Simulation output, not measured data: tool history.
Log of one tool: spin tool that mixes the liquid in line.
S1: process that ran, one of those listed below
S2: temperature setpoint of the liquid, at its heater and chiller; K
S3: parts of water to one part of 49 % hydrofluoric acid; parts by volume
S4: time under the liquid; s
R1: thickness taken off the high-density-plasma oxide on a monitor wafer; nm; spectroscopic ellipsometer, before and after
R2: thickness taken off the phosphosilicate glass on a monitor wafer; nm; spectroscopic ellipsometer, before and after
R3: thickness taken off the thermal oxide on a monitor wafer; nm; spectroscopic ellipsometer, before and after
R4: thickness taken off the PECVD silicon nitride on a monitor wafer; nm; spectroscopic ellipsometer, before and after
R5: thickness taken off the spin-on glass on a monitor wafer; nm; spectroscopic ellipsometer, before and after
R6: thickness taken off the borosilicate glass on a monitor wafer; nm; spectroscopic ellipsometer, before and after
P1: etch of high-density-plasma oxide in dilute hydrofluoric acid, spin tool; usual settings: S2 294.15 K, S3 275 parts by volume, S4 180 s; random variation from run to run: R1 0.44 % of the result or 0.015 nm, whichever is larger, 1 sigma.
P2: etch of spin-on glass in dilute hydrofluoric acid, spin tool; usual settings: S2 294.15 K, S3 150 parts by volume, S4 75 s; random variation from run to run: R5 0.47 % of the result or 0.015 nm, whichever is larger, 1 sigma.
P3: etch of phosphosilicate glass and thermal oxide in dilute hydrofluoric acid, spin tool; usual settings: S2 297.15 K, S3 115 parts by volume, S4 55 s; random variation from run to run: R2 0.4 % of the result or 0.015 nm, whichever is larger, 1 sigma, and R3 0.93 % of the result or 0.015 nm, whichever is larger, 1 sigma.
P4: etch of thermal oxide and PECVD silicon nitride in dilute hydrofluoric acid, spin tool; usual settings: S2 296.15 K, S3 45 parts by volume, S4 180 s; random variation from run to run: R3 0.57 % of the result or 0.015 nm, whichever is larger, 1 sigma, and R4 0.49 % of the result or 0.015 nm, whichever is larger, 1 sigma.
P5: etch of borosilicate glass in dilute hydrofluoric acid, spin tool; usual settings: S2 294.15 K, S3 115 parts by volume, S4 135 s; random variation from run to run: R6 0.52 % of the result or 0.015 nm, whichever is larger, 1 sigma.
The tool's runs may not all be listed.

run,hour,S1,S2,S3,S4,R1,R2,R3,R4,R5,R6
1,4.4,P1,294.15,275,180,4.7778,,,,,
2,12.2,P1,294.15,50,180,33.448,,,,,
3,17.6,P3,297.15,115,55,,58.37,2.3662,,,
4,25.2,P4,296.15,45,340,,,35.043,19.057,,
5,31.3,P3,297.15,115,30,,32.103,1.2599,,,
6,39,P2,294.15,150,75,,,,,21.577,
7,43.2,P5,294.15,70,135,,,,,,62.111
8,47.1,P1,290.15,275,180,4.106,,,,,
9,52.2,P1,302.15,275,180,6.346,,,,,
10,59.1,P4,301.65,45,180,,,23.337,14.489,,
11,66.7,P1,294.15,275,180,4.746,,,,,
12,73.1,P4,296.15,45,180,,,18.58,10.03,,
13,78.3,P2,294.15,150,15,,,,,4.3275,
14,86.1,P2,294.15,225,75,,,,,13.398,
15,91.3,P5,294.15,115,135,,,,,,35.936
16,98.7,P1,294.15,275,180,4.7635,,,,,
17,102.4,P4,296.15,20,180,,,43.199,22.088,,
18,106.3,P2,294.15,150,75,,,,,21.597,
19,113.9,P2,297.65,150,75,,,,,24.821,
20,121.6,P1,294.15,90,325,31.935,,,,,
21,126.6,P1,294.15,275,180,4.7948,,,,,
22,133.1,P1,294.15,275,180,4.8247,,,,,
23,139.8,P5,299.65,115,135,,,,,,44.785
24,143.3,P5,294.15,115,50,,,,,,13.36
25,150.4,P3,297.15,40,55,,183.42,7.305,,,
26,157.5,P1,294.15,460,110,1.5024,,,,,
27,161.1,P1,294.15,90,30,2.9385,,,,,
28,166.1,P3,301.15,115,55,,67.957,2.7015,,,
29,171.3,P5,294.15,115,135,,,,,,35.897
30,175.4,P1,294.15,490,180,2.2652,,,,,
31,181.9,P4,296.15,45,180,,,18.585,10.164,,
32,185.7,P1,294.15,275,35,0.95168,,,,,
33,192.3,P1,294.15,275,180,4.8087,,,,,
34,196.2,P1,294.15,275,355,9.3534,,,,,
35,199.7,P1,294.15,275,180,4.8107,,,,,
36,205.1,P1,294.15,275,180,4.7404,,,,,
37,212.4,P1,294.15,275,180,4.6492,,,,,
38,219.5,P1,294.15,275,180,4.5878,,,,,
39,226.3,P1,294.15,275,180,4.5242,,,,,
40,230.8,P1,294.15,275,180,4.5335,,,,,
41,237.2,P1,294.15,275,180,4.5278,,,,,
42,244.8,P1,294.15,275,180,4.5131,,,,,
43,250.1,P1,294.15,275,180,4.5407,,,,,
44,253.7,P1,294.15,275,180,4.5011,,,,,
45,259.8,P1,294.15,275,180,4.4893,,,,,
46,265.5,P1,294.15,275,180,4.4825,,,,,

What P1 gives has crept away from where it was. These 2 causes fit the log equally well, each at the size given:
A: liquid colder than its thermometer reads (K) = 1.58
B: hydrofluoric acid flow below the setpoint (%) = 4.5
The creep began at about hour 199.7.

4 check runs are offered, one wafer each, their results left as question marks. Which one tells the causes apart?
check 1,271.2,P4,296.15,45,180,,,?,?,,
check 2,271.2,P3,297.15,115,55,,?,?,,,
check 3,271.2,P5,294.15,115,135,,,,,,?
check 4,271.2,P2,294.15,150,75,,,,,?,

What each check would give under each cause:
check,result,if A,if B
check 1,R3,17.412,17.718
check 1,R4,9.0505,9.6421
check 2,R2,54.795,55.337
check 2,R3,2.1814,2.203
check 3,R6,33.578,33.985
check 4,R5,20.358,20.546
How far apart the two closest causes lie, in the result that separates them most: check 1 6.33 %; check 2 0.98 %; check 3 1.21 %; check 4 0.92 %
Check 1 tells the causes apart: in the others they would give nearly the same result.

Then check 1 was run and gave: R3 17.534 nm; R4 9.0612 nm. Which cause is it?

It is A: liquid colder than its thermometer reads (K).
